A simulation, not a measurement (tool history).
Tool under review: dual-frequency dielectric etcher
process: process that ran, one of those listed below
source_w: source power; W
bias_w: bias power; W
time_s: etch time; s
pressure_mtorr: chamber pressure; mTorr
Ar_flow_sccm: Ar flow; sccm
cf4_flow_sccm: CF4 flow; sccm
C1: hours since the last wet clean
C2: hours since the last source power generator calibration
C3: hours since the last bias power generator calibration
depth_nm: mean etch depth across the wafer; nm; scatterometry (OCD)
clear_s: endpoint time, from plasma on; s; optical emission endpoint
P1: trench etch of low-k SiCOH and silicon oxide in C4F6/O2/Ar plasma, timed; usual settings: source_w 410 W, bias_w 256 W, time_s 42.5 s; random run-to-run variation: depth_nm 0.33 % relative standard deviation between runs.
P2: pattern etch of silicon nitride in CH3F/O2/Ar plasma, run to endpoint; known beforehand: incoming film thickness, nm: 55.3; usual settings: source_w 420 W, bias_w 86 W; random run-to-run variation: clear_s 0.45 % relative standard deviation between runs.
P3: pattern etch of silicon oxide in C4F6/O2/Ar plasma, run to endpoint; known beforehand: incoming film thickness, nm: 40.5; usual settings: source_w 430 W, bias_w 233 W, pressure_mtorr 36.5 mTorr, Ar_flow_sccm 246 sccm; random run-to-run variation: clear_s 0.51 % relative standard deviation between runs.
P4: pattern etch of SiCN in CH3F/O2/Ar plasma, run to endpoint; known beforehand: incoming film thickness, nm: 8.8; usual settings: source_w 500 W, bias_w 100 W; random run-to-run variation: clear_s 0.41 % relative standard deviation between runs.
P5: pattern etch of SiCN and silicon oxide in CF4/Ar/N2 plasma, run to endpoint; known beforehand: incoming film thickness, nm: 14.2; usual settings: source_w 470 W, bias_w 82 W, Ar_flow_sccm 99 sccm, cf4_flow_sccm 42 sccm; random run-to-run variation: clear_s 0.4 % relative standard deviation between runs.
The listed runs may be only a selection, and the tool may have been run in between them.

{"run": 1, "hour": 5.5, "process": "P1", "source_w": 410, "bias_w": 256, "time_s": 42.5, "C1": 261.8, "C2": 1144.8, "C3": 1443.5, "depth_nm": 149.15}
{"run": 2, "hour": 11.6, "process": "P3", "source_w": 250, "bias_w": 233, "pressure_mtorr": 36.5, "Ar_flow_sccm": 246, "C1": 267.9, "C2": 1150.9, "C3": 1449.6, "clear_s": 14.334}
{"run": 3, "hour": 19.7, "process": "P1", "source_w": 410, "bias_w": 256, "time_s": 42.5, "C1": 276, "C2": 1159, "C3": 1457.7, "depth_nm": 149.67}
{"run": 4, "hour": 27.5, "process": "P5", "source_w": 640, "bias_w": 82, "Ar_flow_sccm": 99, "cf4_flow_sccm": 42, "C1": 283.8, "C2": 1166.8, "C3": 1465.5, "clear_s": 12.391}
{"run": 5, "hour": 32.3, "process": "P3", "source_w": 430, "bias_w": 233, "pressure_mtorr": 27, "Ar_flow_sccm": 246, "C1": 288.6, "C2": 1171.6, "C3": 1470.3, "clear_s": 11.133}
{"run": 6, "hour": 36.7, "process": "P1", "source_w": 410, "bias_w": 153, "time_s": 42.5, "C1": 293, "C2": 1176, "C3": 1474.7, "depth_nm": 126.46}
{"run": 7, "hour": 42.0, "process": "P1", "source_w": 410, "bias_w": 256, "time_s": 42.5, "C1": 298.3, "C2": 1181.3, "C3": 1480, "depth_nm": 149.26}
{"run": 8, "hour": 49.3, "process": "P5", "source_w": 470, "bias_w": 50, "Ar_flow_sccm": 99, "cf4_flow_sccm": 42, "C1": 305.6, "C2": 1188.6, "C3": 1487.3, "clear_s": 19.476}
{"run": 9, "hour": 55.6, "process": "P3", "source_w": 430, "bias_w": 311, "pressure_mtorr": 36.5, "Ar_flow_sccm": 246, "C1": 311.9, "C2": 1194.9, "C3": 1493.6, "clear_s": 10.587}
{"run": 10, "hour": 60.0, "process": "P5", "source_w": 470, "bias_w": 82, "Ar_flow_sccm": 99, "cf4_flow_sccm": 42, "C1": 316.3, "C2": 1199.3, "C3": 1498, "clear_s": 16.235}
{"run": 11, "hour": 64.7, "process": "P1", "source_w": 560, "bias_w": 256, "time_s": 42.5, "C1": 321, "C2": 1204, "C3": 1502.7, "depth_nm": 167.94}
{"run": 12, "hour": 71.2, "process": "P5", "source_w": 470, "bias_w": 82, "Ar_flow_sccm": 99, "cf4_flow_sccm": 34, "C1": 327.5, "C2": 1210.5, "C3": 1509.2, "clear_s": 16.728}
{"run": 13, "hour": 77.5, "process": "P2", "source_w": 420, "bias_w": 86, "C1": 333.8, "C2": 1216.8, "C3": 1515.5, "clear_s": 74.369}
{"run": 14, "hour": 82.9, "process": "P4", "source_w": 500, "bias_w": 100, "C1": 339.2, "C2": 1222.2, "C3": 1520.9, "clear_s": 19.373}
{"run": 15, "hour": 87.8, "process": "P2", "source_w": 420, "bias_w": 53, "C1": 344.1, "C2": 1227.1, "C3": 1525.8, "clear_s": 87.585}
{"run": 16, "hour": 91.8, "process": "P4", "source_w": 500, "bias_w": 140, "C1": 348.1, "C2": 1231.1, "C3": 1529.8, "clear_s": 17.051}
{"run": 17, "hour": 97.0, "process": "P3", "source_w": 430, "bias_w": 233, "pressure_mtorr": 36.5, "Ar_flow_sccm": 339, "C1": 353.3, "C2": 1236.3, "C3": 1535, "clear_s": 11.912}
{"run": 18, "hour": 104.9, "process": "P3", "source_w": 430, "bias_w": 233, "pressure_mtorr": 36.5, "Ar_flow_sccm": 246, "C1": 361.2, "C2": 1244.2, "C3": 1542.9, "clear_s": 11.629}
{"run": 19, "hour": 109.1, "process": "P1", "source_w": 410, "bias_w": 256, "time_s": 42.5, "C1": 365.4, "C2": 1248.4, "C3": 1547.1, "depth_nm": 149.06}
{"run": 20, "hour": 116.1, "process": "P1", "source_w": 410, "bias_w": 256, "time_s": 56, "C1": 372.4, "C2": 1255.4, "C3": 1554.1, "depth_nm": 196.07}
{"run": 21, "hour": 122.0, "process": "P3", "source_w": 430, "bias_w": 233, "pressure_mtorr": 36.5, "Ar_flow_sccm": 246, "C1": 378.3, "C2": 1261.3, "C3": 1560, "clear_s": 11.631}
{"run": 22, "hour": 126.3, "process": "P1", "source_w": 410, "bias_w": 256, "time_s": 23.5, "C1": 382.6, "C2": 1265.6, "C3": 1564.3, "depth_nm": 82.828}
{"run": 23, "hour": 133.6, "process": "P1", "source_w": 410, "bias_w": 330, "time_s": 42.5, "C1": 389.9, "C2": 1272.9, "C3": 1571.6, "depth_nm": 162.32}
{"run": 24, "hour": 142.2, "process": "P5", "source_w": 470, "bias_w": 82, "Ar_flow_sccm": 119, "cf4_flow_sccm": 42, "C1": 398.5, "C2": 1281.5, "C3": 1580.2, "clear_s": 16.622}
{"run": 25, "hour": 149.2, "process": "P4", "source_w": 640, "bias_w": 100, "C1": 405.5, "C2": 1288.5, "C3": 1587.2, "clear_s": 17.557}
{"run": 26, "hour": 156.1, "process": "P1", "source_w": 320, "bias_w": 256, "time_s": 42.5, "C1": 412.4, "C2": 1295.4, "C3": 1594.1, "depth_nm": 135.33}
{"run": 27, "hour": 164.1, "process": "P5", "source_w": 470, "bias_w": 82, "Ar_flow_sccm": 99, "cf4_flow_sccm": 42, "C1": 420.4, "C2": 1303.4, "C3": 1602.1, "clear_s": 16.18}
{"run": 28, "hour": 171.7, "process": "P4", "source_w": 500, "bias_w": 100, "C1": 428, "C2": 1311, "C3": 1609.7, "clear_s": 19.185}
{"run": 29, "hour": 179.7, "process": "P1", "source_w": 410, "bias_w": 256, "time_s": 42.5, "C1": 436, "C2": 1319, "C3": 1617.7, "depth_nm": 148.47}
{"run": 30, "hour": 185.3, "process": "P2", "source_w": 270, "bias_w": 86, "C1": 441.6, "C2": 1324.6, "C3": 1623.3, "clear_s": 87.897}
{"run": 31, "hour": 191.7, "process": "P1", "source_w": 410, "bias_w": 256, "time_s": 42.5, "C1": 448, "C2": 1331, "C3": 1629.7, "depth_nm": 148.94}
{"run": 32, "hour": 199.7, "process": "P1", "source_w": 540, "bias_w": 170, "time_s": 42.5, "C1": 456, "C2": 1339, "C3": 1637.7, "depth_nm": 145.34}
{"run": 33, "hour": 208.2, "process": "P1", "source_w": 410, "bias_w": 256, "time_s": 42.5, "C1": 464.5, "C2": 1347.5, "C3": 1646.2, "depth_nm": 147.77}
{"run": 34, "hour": 214.5, "process": "P1", "source_w": 410, "bias_w": 256, "time_s": 42.5, "C1": 470.8, "C2": 1353.8, "C3": 1652.5, "depth_nm": 148.07}
{"run": 35, "hour": 221.4, "process": "P1", "source_w": 410, "bias_w": 256, "time_s": 42.5, "C1": 477.7, "C2": 1360.7, "C3": 1659.4, "depth_nm": 147.85}
{"run": 36, "hour": 227.1, "process": "P1", "source_w": 410, "bias_w": 256, "time_s": 42.5, "C1": 483.4, "C2": 1366.4, "C3": 1665.1, "depth_nm": 147.4}
{"run": 37, "hour": 231.2, "process": "P1", "source_w": 410, "bias_w": 256, "time_s": 42.5, "C1": 487.5, "C2": 1370.5, "C3": 1669.2, "depth_nm": 147.39}
{"run": 38, "hour": 236.9, "process": "P1", "source_w": 410, "bias_w": 256, "time_s": 42.5, "C1": 493.2, "C2": 1376.2, "C3": 1674.9, "depth_nm": 147.69}
{"run": 39, "hour": 241.6, "process": "P1", "source_w": 410, "bias_w": 256, "time_s": 42.5, "C1": 497.9, "C2": 1380.9, "C3": 1679.6, "depth_nm": 146.87}
{"run": 40, "hour": 246.5, "process": "P1", "source_w": 410, "bias_w": 256, "time_s": 42.5, "C1": 502.8, "C2": 1385.8, "C3": 1684.5, "depth_nm": 147.18}
{"hour": 247.8, "done": "wet clean of the chamber"}
{"run": 41, "hour": 252.1, "process": "P1", "source_w": 410, "bias_w": 256, "time_s": 42.5, "C1": 4.4, "C2": 1391.4, "C3": 1690.1, "depth_nm": 146.75}
{"run": 42, "hour": 258.9, "process": "P1", "source_w": 410, "bias_w": 256, "time_s": 42.5, "C1": 11.2, "C2": 1398.2, "C3": 1696.9, "depth_nm": 145.91}

Predict the results of run 43:
{"run": 43, "hour": 262.9, "process": "P1", "source_w": 410, "bias_w": 256, "time_s": 42.5, "C1": 15.2, "C2": 1402.2, "C3": 1700.9, "depth_nm": "?"}

{"run 43": {"depth_nm": 146.33}}
